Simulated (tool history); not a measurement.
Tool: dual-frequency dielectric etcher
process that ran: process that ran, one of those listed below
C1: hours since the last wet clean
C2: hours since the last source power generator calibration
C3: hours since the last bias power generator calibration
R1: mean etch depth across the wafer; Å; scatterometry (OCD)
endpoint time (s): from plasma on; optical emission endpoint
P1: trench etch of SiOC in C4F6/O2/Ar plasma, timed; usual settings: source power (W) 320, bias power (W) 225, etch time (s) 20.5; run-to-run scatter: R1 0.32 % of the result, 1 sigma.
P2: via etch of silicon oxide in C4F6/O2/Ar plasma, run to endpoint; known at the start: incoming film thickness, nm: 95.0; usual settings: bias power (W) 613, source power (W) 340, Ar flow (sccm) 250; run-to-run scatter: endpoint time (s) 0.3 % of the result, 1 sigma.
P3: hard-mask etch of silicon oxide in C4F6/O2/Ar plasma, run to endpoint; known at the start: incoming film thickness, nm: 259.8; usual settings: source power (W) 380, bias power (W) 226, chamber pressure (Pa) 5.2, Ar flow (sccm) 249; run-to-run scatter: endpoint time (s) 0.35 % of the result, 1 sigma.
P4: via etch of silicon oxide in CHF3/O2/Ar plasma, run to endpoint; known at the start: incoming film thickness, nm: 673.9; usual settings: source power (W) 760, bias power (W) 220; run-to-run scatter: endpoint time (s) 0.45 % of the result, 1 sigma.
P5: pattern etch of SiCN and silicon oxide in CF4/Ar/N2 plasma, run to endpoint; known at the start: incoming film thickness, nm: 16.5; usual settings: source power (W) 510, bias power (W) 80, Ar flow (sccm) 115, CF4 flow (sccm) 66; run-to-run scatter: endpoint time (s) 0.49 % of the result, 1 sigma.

run 1 hour=12.9 | process_that_ran=P1 source_power_(W)=320 bias_power_(W)=225 etch_time_(s)=20.5 | C1=64.7 C2=563.5 C3=713.1 | R1=420.78
run 2 hour=25.1 | process_that_ran=P1 source_power_(W)=320 bias_power_(W)=225 etch_time_(s)=28.5 | C1=76.9 C2=575.7 C3=725.3 | R1=586.83
run 3 hour=43 | process_that_ran=P2 source_power_(W)=470 bias_power_(W)=613 Ar_flow_(sccm)=250 | C1=94.8 C2=593.6 C3=743.2 | endpoint_time_(s)=17.696
run 4 hour=57.9 | process_that_ran=P5 source_power_(W)=510 bias_power_(W)=80 Ar_flow_(sccm)=71 CF4_flow_(sccm)=66 | C1=109.7 C2=608.5 C3=758.1 | endpoint_time_(s)=15.986
run 5 hour=67.9 | process_that_ran=P4 source_power_(W)=760 bias_power_(W)=220 | C1=119.7 C2=618.5 C3=768.1 | endpoint_time_(s)=292.19
run 6 hour=81.4 | process_that_ran=P2 source_power_(W)=340 bias_power_(W)=402 Ar_flow_(sccm)=250 | C1=133.2 C2=632 C3=781.6 | endpoint_time_(s)=23.326
run 7 hour=95.7 | process_that_ran=P3 source_power_(W)=380 bias_power_(W)=226 Ar_flow_(sccm)=249 chamber_pressure_(Pa)=5.2 | C1=147.5 C2=646.3 C3=795.9 | endpoint_time_(s)=78.019
run 8 hour=104.4 | process_that_ran=P2 source_power_(W)=340 bias_power_(W)=613 Ar_flow_(sccm)=250 | C1=156.2 C2=655 C3=804.6 | endpoint_time_(s)=19.87
run 9 hour=120.6 | process_that_ran=P4 source_power_(W)=520 bias_power_(W)=220 | C1=172.4 C2=671.2 C3=820.8 | endpoint_time_(s)=333.67
run 10 hour=137.8 | process_that_ran=P1 source_power_(W)=450 bias_power_(W)=225 etch_time_(s)=20.5 | C1=189.6 C2=688.4 C3=838 | R1=479.17
run 11 hour=151.8 | process_that_ran=P4 source_power_(W)=760 bias_power_(W)=220 | C1=203.6 C2=702.4 C3=852 | endpoint_time_(s)=290.13
run 12 hour=164.7 | process_that_ran=P3 source_power_(W)=380 bias_power_(W)=226 Ar_flow_(sccm)=249 chamber_pressure_(Pa)=4.1 | C1=216.5 C2=715.3 C3=864.9 | endpoint_time_(s)=75.376
run 13 hour=178.1 | process_that_ran=P4 source_power_(W)=760 bias_power_(W)=261 | C1=229.9 C2=728.7 C3=878.3 | endpoint_time_(s)=274.28
run 14 hour=195.9 | process_that_ran=P1 source_power_(W)=410 bias_power_(W)=142 etch_time_(s)=20.5 | C1=247.7 C2=746.5 C3=896.1 | R1=402.52
run 15 hour=206.1 | process_that_ran=P1 source_power_(W)=320 bias_power_(W)=163 etch_time_(s)=20.5 | C1=257.9 C2=756.7 C3=906.3 | R1=379.74
run 16 hour=222.4 | process_that_ran=P3 source_power_(W)=380 bias_power_(W)=226 Ar_flow_(sccm)=198 chamber_pressure_(Pa)=5.2 | C1=274.2 C2=773 C3=922.6 | endpoint_time_(s)=75.422
run 17 hour=231.1 | process_that_ran=P3 source_power_(W)=380 bias_power_(W)=141 Ar_flow_(sccm)=249 chamber_pressure_(Pa)=5.2 | C1=282.9 C2=781.7 C3=931.3 | endpoint_time_(s)=89.703
run 18 hour=247.3 | process_that_ran=P1 source_power_(W)=320 bias_power_(W)=293 etch_time_(s)=20.5 | C1=299.1 C2=797.9 C3=947.5 | R1=463.49
run 19 hour=255.4 | process_that_ran=P1 source_power_(W)=320 bias_power_(W)=225 etch_time_(s)=20.5 | C1=307.2 C2=806 C3=955.6 | R1=421.95
run 20 hour=265 | process_that_ran=P5 source_power_(W)=650 bias_power_(W)=80 Ar_flow_(sccm)=115 CF4_flow_(sccm)=66 | C1=316.8 C2=815.6 C3=965.2 | endpoint_time_(s)=14.008
run 21 hour=277 | process_that_ran=P5 source_power_(W)=510 bias_power_(W)=80 Ar_flow_(sccm)=115 CF4_flow_(sccm)=91 | C1=328.8 C2=827.6 C3=977.2 | endpoint_time_(s)=16.301
run 22 hour=287.6 | process_that_ran=P2 source_power_(W)=340 bias_power_(W)=613 Ar_flow_(sccm)=147 | C1=339.4 C2=838.2 C3=987.8 | endpoint_time_(s)=18.803
run 23 hour=303.5 | process_that_ran=P1 source_power_(W)=320 bias_power_(W)=225 etch_time_(s)=20.5 | C1=355.3 C2=854.1 C3=1003.7 | R1=421.65
run 24 hour=317.7 | process_that_ran=P5 source_power_(W)=510 bias_power_(W)=98 Ar_flow_(sccm)=115 CF4_flow_(sccm)=66 | C1=369.5 C2=868.3 C3=1017.9 | endpoint_time_(s)=16.044
run 25 hour=328.9 | process_that_ran=P1 source_power_(W)=240 bias_power_(W)=225 etch_time_(s)=20.5 | C1=380.7 C2=879.5 C3=1029.1 | R1=379.33
run 26 hour=342.4 | process_that_ran=P1 source_power_(W)=320 bias_power_(W)=225 etch_time_(s)=13 | C1=394.2 C2=893 C3=1042.6 | R1=266.68
run 27 hour=360.4 | process_that_ran=P1 source_power_(W)=270 bias_power_(W)=225 etch_time_(s)=30 | C1=412.2 C2=911 C3=1060.6 | R1=578.75
run 28 hour=376.2 | process_that_ran=P3 source_power_(W)=250 bias_power_(W)=226 Ar_flow_(sccm)=249 chamber_pressure_(Pa)=5.2 | C1=428 C2=926.8 C3=1076.4 | endpoint_time_(s)=90.703
run 29 hour=390.1 | process_that_ran=P1 source_power_(W)=320 bias_power_(W)=225 etch_time_(s)=20.5 | C1=441.9 C2=940.7 C3=1090.3 | R1=419.99

The next listed run, before its measurement:
run 30 hour=398.8 | process_that_ran=P1 source_power_(W)=320 bias_power_(W)=225 etch_time_(s)=20.5 | C1=450.6 C2=949.4 C3=1099 | R1=?

R1: 422.18 Å

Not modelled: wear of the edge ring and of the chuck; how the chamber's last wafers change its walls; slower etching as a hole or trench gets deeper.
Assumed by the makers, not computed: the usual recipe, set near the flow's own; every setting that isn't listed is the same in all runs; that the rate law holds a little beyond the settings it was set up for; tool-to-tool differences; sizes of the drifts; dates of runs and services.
